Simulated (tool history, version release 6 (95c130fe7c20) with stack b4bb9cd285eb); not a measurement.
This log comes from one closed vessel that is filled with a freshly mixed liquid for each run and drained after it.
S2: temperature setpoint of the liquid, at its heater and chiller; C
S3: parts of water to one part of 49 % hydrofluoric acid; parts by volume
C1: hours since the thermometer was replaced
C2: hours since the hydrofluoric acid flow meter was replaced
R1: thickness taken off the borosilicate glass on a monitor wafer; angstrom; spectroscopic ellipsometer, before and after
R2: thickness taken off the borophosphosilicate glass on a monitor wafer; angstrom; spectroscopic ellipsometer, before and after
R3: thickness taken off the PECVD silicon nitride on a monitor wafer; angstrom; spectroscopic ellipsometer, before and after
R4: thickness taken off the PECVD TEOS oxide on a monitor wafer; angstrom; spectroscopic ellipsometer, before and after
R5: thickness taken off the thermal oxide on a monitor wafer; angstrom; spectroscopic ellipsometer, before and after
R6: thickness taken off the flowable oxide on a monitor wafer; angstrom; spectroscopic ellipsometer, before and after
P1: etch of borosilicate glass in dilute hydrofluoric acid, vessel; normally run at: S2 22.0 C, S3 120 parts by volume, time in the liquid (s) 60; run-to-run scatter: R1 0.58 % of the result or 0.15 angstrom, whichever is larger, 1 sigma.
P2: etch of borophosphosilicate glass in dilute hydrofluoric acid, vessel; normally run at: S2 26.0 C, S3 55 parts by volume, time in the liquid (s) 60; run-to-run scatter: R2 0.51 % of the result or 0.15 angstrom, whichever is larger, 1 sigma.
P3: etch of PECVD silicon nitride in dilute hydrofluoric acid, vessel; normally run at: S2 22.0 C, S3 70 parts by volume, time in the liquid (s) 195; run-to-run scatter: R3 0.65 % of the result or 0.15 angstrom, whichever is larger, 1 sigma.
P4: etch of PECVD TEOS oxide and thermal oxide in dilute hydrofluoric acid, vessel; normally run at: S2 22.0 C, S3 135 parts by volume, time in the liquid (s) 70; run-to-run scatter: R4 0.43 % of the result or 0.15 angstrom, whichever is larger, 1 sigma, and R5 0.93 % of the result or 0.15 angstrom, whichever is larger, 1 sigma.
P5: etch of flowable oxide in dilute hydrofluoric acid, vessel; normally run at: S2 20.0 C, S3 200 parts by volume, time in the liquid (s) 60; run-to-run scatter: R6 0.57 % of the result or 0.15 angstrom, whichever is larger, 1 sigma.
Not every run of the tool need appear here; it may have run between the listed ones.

{"run": 1, "hour": 4.0, "process that ran": "P1", "S2": 22.0, "S3": 120, "time in the liquid (s)": 60, "C1": 896.2, "C2": 1250.6, "R1": 153.42}
{"run": 2, "hour": 7.6, "process that ran": "P1", "S2": 22.0, "S3": 120, "time in the liquid (s)": 60, "C1": 899.8, "C2": 1254.2, "R1": 152.54}
{"run": 3, "hour": 11.1, "process that ran": "P2", "S2": 26.0, "S3": 55, "time in the liquid (s)": 30, "C1": 903.3, "C2": 1257.7, "R2": 387.83}
{"run": 4, "hour": 14.7, "process that ran": "P1", "S2": 27.5, "S3": 120, "time in the liquid (s)": 60, "C1": 906.9, "C2": 1261.3, "R1": 188.66}
{"run": 5, "hour": 20.9, "process that ran": "P3", "S2": 22.0, "S3": 70, "time in the liquid (s)": 325, "C1": 913.1, "C2": 1267.5, "R3": 72.413}
{"run": 6, "hour": 25.3, "process that ran": "P3", "S2": 22.0, "S3": 110, "time in the liquid (s)": 195, "C1": 917.5, "C2": 1271.9, "R3": 27.809}
{"run": 7, "hour": 31.8, "process that ran": "P3", "S2": 22.0, "S3": 70, "time in the liquid (s)": 195, "C1": 924.0, "C2": 1278.4, "R3": 42.832}
{"run": 8, "hour": 39.3, "process that ran": "P1", "S2": 22.0, "S3": 120, "time in the liquid (s)": 105, "C1": 931.5, "C2": 1285.9, "R1": 268.98}
{"run": 9, "hour": 42.8, "process that ran": "P1", "S2": 22.0, "S3": 120, "time in the liquid (s)": 60, "C1": 935.0, "C2": 1289.4, "R1": 153.45}
{"run": 10, "hour": 47.0, "process that ran": "P1", "S2": 22.0, "S3": 120, "time in the liquid (s)": 30, "C1": 939.2, "C2": 1293.6, "R1": 76.683}
{"run": 11, "hour": 51.1, "process that ran": "P4", "S2": 22.0, "S3": 135, "time in the liquid (s)": 30, "C1": 943.3, "C2": 1297.7, "R4": 31.758, "R5": 9.4888}
{"run": 12, "hour": 58.7, "process that ran": "P3", "S2": 30.0, "S3": 70, "time in the liquid (s)": 195, "C1": 950.9, "C2": 1305.3, "R3": 73.112}
{"run": 13, "hour": 64.9, "process that ran": "P3", "S2": 22.0, "S3": 70, "time in the liquid (s)": 195, "C1": 957.1, "C2": 1311.5, "R3": 42.993}
{"run": 14, "hour": 69.9, "process that ran": "P1", "S2": 22.0, "S3": 120, "time in the liquid (s)": 60, "C1": 962.1, "C2": 1316.5, "R1": 152.57}
{"run": 15, "hour": 74.7, "process that ran": "P1", "S2": 22.0, "S3": 120, "time in the liquid (s)": 60, "C1": 966.9, "C2": 1321.3, "R1": 152.9}
{"run": 16, "hour": 79.0, "process that ran": "P4", "S2": 17.0, "S3": 135, "time in the liquid (s)": 70, "C1": 971.2, "C2": 1325.6, "R4": 61.419, "R5": 18.21}
{"run": 17, "hour": 83.5, "process that ran": "P1", "S2": 18.5, "S3": 120, "time in the liquid (s)": 60, "C1": 975.7, "C2": 1330.1, "R1": 131.55}
{"run": 18, "hour": 87.8, "process that ran": "P5", "S2": 20.0, "S3": 65, "time in the liquid (s)": 60, "C1": 980.0, "C2": 1334.4, "R6": 441.23}
{"run": 19, "hour": 91.7, "process that ran": "P5", "S2": 28.0, "S3": 200, "time in the liquid (s)": 60, "C1": 983.9, "C2": 1338.3, "R6": 166.28}
{"run": 20, "hour": 97.5, "process that ran": "P4", "S2": 22.0, "S3": 135, "time in the liquid (s)": 70, "C1": 989.7, "C2": 1344.1, "R4": 74.56, "R5": 22.417}
{"run": 21, "hour": 102.3, "process that ran": "P1", "S2": 22.0, "S3": 60, "time in the liquid (s)": 60, "C1": 994.5, "C2": 1348.9, "R1": 326.43}
{"hour": 102.5, "done": "hydrofluoric acid flow meter replaced"}
{"run": 22, "hour": 105.8, "process that ran": "P1", "S2": 22.0, "S3": 120, "time in the liquid (s)": 60, "C1": 998.0, "C2": 3.4, "R1": 153.96}
{"run": 23, "hour": 112.3, "process that ran": "P5", "S2": 20.0, "S3": 200, "time in the liquid (s)": 60, "C1": 1004.5, "C2": 9.9, "R6": 122.75}
{"run": 24, "hour": 116.6, "process that ran": "P2", "S2": 26.0, "S3": 55, "time in the liquid (s)": 60, "C1": 1008.8, "C2": 14.2, "R2": 773.01}
{"run": 25, "hour": 121.3, "process that ran": "P4", "S2": 22.0, "S3": 60, "time in the liquid (s)": 70, "C1": 1013.5, "C2": 18.9, "R4": 185.17, "R5": 54.97}
{"run": 26, "hour": 127.6, "process that ran": "P4", "S2": 22.0, "S3": 135, "time in the liquid (s)": 70, "C1": 1019.8, "C2": 25.2, "R4": 75.062, "R5": 22.697}
{"run": 27, "hour": 133.6, "process that ran": "P5", "S2": 20.0, "S3": 200, "time in the liquid (s)": 95, "C1": 1025.8, "C2": 31.2, "R6": 195.23}
{"run": 28, "hour": 137.9, "process that ran": "P1", "S2": 22.0, "S3": 65, "time in the liquid (s)": 30, "C1": 1030.1, "C2": 35.5, "R1": 150.81}
{"hour": 140.3, "done": "thermometer replaced"}
{"run": 29, "hour": 142.0, "process that ran": "P1", "S2": 22.0, "S3": 120, "time in the liquid (s)": 60, "C1": 1.7, "C2": 39.6, "R1": 152.75}
{"run": 30, "hour": 146.2, "process that ran": "P1", "S2": 26.0, "S3": 120, "time in the liquid (s)": 30, "C1": 5.9, "C2": 43.8, "R1": 89.244}
{"run": 31, "hour": 152.1, "process that ran": "P2", "S2": 32.0, "S3": 55, "time in the liquid (s)": 60, "C1": 11.8, "C2": 49.7, "R2": 981.24}
{"run": 32, "hour": 156.1, "process that ran": "P5", "S2": 20.0, "S3": 200, "time in the liquid (s)": 60, "C1": 15.8, "C2": 53.7, "R6": 124.14}
{"run": 33, "hour": 164.0, "process that ran": "P1", "S2": 22.0, "S3": 210, "time in the liquid (s)": 60, "C1": 23.7, "C2": 61.6, "R1": 78.718}
{"run": 34, "hour": 170.3, "process that ran": "P2", "S2": 26.0, "S3": 20, "time in the liquid (s)": 60, "C1": 30.0, "C2": 67.9, "R2": 2253.7}
{"run": 35, "hour": 173.8, "process that ran": "P1", "S2": 22.0, "S3": 120, "time in the liquid (s)": 60, "C1": 33.5, "C2": 71.4, "R1": 153.66}
{"run": 36, "hour": 179.9, "process that ran": "P1", "S2": 22.0, "S3": 120, "time in the liquid (s)": 60, "C1": 39.6, "C2": 77.5, "R1": 148.04}
{"run": 37, "hour": 186.0, "process that ran": "P1", "S2": 22.0, "S3": 120, "time in the liquid (s)": 60, "C1": 45.7, "C2": 83.6, "R1": 144.14}
{"run": 38, "hour": 191.9, "process that ran": "P1", "S2": 22.0, "S3": 120, "time in the liquid (s)": 60, "C1": 51.6, "C2": 89.5, "R1": 142.82}
{"run": 39, "hour": 196.9, "process that ran": "P1", "S2": 22.0, "S3": 120, "time in the liquid (s)": 60, "C1": 56.6, "C2": 94.5, "R1": 143.16}
{"run": 40, "hour": 200.7, "process that ran": "P1", "S2": 22.0, "S3": 120, "time in the liquid (s)": 60, "C1": 60.4, "C2": 98.3, "R1": 143.28}

Run 41, settings as shown, results not yet in. Your forecast:
{"run": 41, "hour": 205.2, "process that ran": "P1", "S2": 22.0, "S3": 120, "time in the liquid (s)": 60, "C1": 64.9, "C2": 102.8, "R1": "?"}

{"run 41": {"R1": 140.95}}
